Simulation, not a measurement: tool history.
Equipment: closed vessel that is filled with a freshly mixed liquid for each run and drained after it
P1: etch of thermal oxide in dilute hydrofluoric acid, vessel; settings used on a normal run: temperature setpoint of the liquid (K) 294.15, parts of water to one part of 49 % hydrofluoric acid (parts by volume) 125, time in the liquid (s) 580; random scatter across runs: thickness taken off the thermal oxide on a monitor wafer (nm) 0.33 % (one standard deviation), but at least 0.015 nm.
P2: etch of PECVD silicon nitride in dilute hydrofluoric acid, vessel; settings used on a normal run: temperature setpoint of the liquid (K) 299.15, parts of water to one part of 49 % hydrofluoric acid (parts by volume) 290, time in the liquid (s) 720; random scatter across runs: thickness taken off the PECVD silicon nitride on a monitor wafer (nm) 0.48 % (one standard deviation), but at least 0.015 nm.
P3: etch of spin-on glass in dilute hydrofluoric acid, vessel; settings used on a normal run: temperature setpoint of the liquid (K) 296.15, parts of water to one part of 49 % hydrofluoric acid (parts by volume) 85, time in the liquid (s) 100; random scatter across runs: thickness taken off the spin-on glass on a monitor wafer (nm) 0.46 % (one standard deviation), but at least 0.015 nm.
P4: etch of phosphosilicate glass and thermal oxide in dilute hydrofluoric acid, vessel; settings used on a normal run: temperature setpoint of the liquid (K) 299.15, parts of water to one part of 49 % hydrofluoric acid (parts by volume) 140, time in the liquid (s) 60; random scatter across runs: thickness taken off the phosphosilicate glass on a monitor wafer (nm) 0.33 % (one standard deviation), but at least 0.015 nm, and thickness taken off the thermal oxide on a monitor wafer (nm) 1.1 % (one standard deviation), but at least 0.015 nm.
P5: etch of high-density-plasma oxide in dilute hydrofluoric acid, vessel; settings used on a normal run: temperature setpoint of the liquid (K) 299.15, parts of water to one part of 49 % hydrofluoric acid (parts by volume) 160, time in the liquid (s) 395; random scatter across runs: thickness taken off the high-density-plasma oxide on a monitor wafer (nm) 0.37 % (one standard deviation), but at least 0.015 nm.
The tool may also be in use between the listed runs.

run	hour	process that ran	temperature setpoint of the liquid (K)	parts of water to one part of 49 % hydrofluoric acid (parts by volume)	time in the liquid (s)	hours since the thermometer was replaced	hours since the hydrofluoric acid flow meter was replaced	thickness taken off the thermal oxide on a monitor wafer (nm)	thickness taken off the PECVD silicon nitride on a monitor wafer (nm)	thickness taken off the spin-on glass on a monitor wafer (nm)	thickness taken off the phosphosilicate glass on a monitor wafer (nm)	thickness taken off the high-density-plasma oxide on a monitor wafer (nm)
1	3.6	P1	294.15	125	580	715.6	565.5	18.184				
2	5.9	P2	299.15	290	720	717.9	567.8		4.9261			
3	8.7	P1	294.15	125	580	720.7	570.6	18.219				
4	13.2	P3	296.15	85	100	725.2	575.1			39.977		
5	16.8	P4	299.15	140	60	728.8	578.7	1.9961			50.073	
6	20.2	P1	290.15	125	580	732.2	582.1	15.431				
7	24.7	P4	299.15	140	30	736.7	586.6	0.98192			25.102	
8	28.5	P1	294.15	125	170	740.5	590.4	5.3496				
9	32.2	P3	296.15	85	195	744.2	594.1			78.615		
10	35.2	P4	299.15	65	60	747.2	597.1	4.9047			119.04	
11	38.5	P3	296.15	85	100	750.5	600.4			39.871		
12	42.5	P1	294.15	125	580	754.5	604.4	18.192				
13	46.6	P1	294.15	200	1055	758.6	608.5	19.292				
14	50.6	P1	294.15	125	1110	762.6	612.5	34.876				
15	53.9	P1	294.15	65	580	765.9	615.8	37.701				
16	57.3	P2	303.65	290	720	769.3	619.2		6.3584			
17	61.3	P1	294.15	125	580	773.3	623.2	18.306				
18	65.5	P2	299.15	290	1290	777.5	627.4		8.8698			
19	68.8	P5	299.15	160	395	780.8	630.7					17.163
20	71	P5	306.65	160	395	783	632.9					22.156
21	75.6	P4	307.15	140	60	787.6	637.5	2.7231			66.683	
22	80	P1	294.15	70	250	792	641.9	14.896				
# hour 81.3: thermometer replaced
23	82.9	P1	294.15	125	580	1.6	644.8	18.298				
24	85.3	P5	299.15	60	395	4	647.2					51.609
25	88.8	P1	294.15	225	580	7.5	650.7	9.144				
26	92.2	P4	299.15	140	60	10.9	654.1	2.1115			50.153	
27	96	P2	299.15	430	720	14.7	657.9		3.2803			
28	99.4	P1	299.65	125	580	18.1	661.3	22.571				
29	101.9	P1	294.15	125	580	20.6	663.8	18.245				
30	106.3	P3	296.15	140	100	25	668.2			22.913		
31	109.3	P5	299.15	160	675	28	671.2					29.257
32	111.5	P3	302.15	85	100	30.2	673.4			50.485		
33	114.3	P1	294.15	125	580	33	676.2	18.265				
34	116.4	P1	294.15	125	580	35.1	678.3	17.787				
35	120.9	P1	294.15	125	580	39.6	682.8	17.461				
36	124.1	P1	294.15	125	580	42.8	686	17.251				
37	127	P1	294.15	125	580	45.7	688.9	17.269				
38	131.3	P1	294.15	125	580	50	693.2	17.238				
39	133.9	P1	294.15	125	580	52.6	695.8	17.053				

The output of P1 has drifted from where it used to be. Each of the 2 causes below, taken at the size shown beside it, accounts for the log equally well:
A: hydrofluoric acid flow below the setpoint (%) = 4.83
B: liquid colder than its thermometer reads (K) = 1.41
The creep began at about hour 114.3.

Each of the check runs listed below is run on 2 wafers and reports their average, with the results left as question marks. Pick the one under which the possible causes would lead to clearly different results.
check 1	136.5	P4	299.15	140	60			?			?	
check 2	136.5	P5	299.15	160	395							?
check 3	136.5	P2	299.15	290	720				?			
check 4	136.5	P3	296.15	85	100					?		

If the cause were each of the candidates in turn, the checks would give the following:
check	result	if A	if B
check 1	thickness taken off the thermal oxide on a monitor wafer (nm)	1.9297	1.9385
check 1	thickness taken off the phosphosilicate glass on a monitor wafer (nm)	47.232	47.447
check 2	thickness taken off the high-density-plasma oxide on a monitor wafer (nm)	16.083	16.184
check 3	thickness taken off the PECVD silicon nitride on a monitor wafer (nm)	4.6931	4.5292
check 4	thickness taken off the spin-on glass on a monitor wafer (nm)	37.964	37.865
Per check, the gap between the least separated pair of causes, taken in the result that splits them most: check 1 0.45 %; check 2 0.62 %; check 3 3.56 %; check 4 0.26 %
Check 3 distinguishes between the causes, while the remaining checks would return nearly the same result for all of them.

Check 3 was carried out, with these results: thickness taken off the PECVD silicon nitride on a monitor wafer (nm) 4.5137. Which of the listed causes is responsible?

The cause is B: liquid colder than its thermometer reads (K).

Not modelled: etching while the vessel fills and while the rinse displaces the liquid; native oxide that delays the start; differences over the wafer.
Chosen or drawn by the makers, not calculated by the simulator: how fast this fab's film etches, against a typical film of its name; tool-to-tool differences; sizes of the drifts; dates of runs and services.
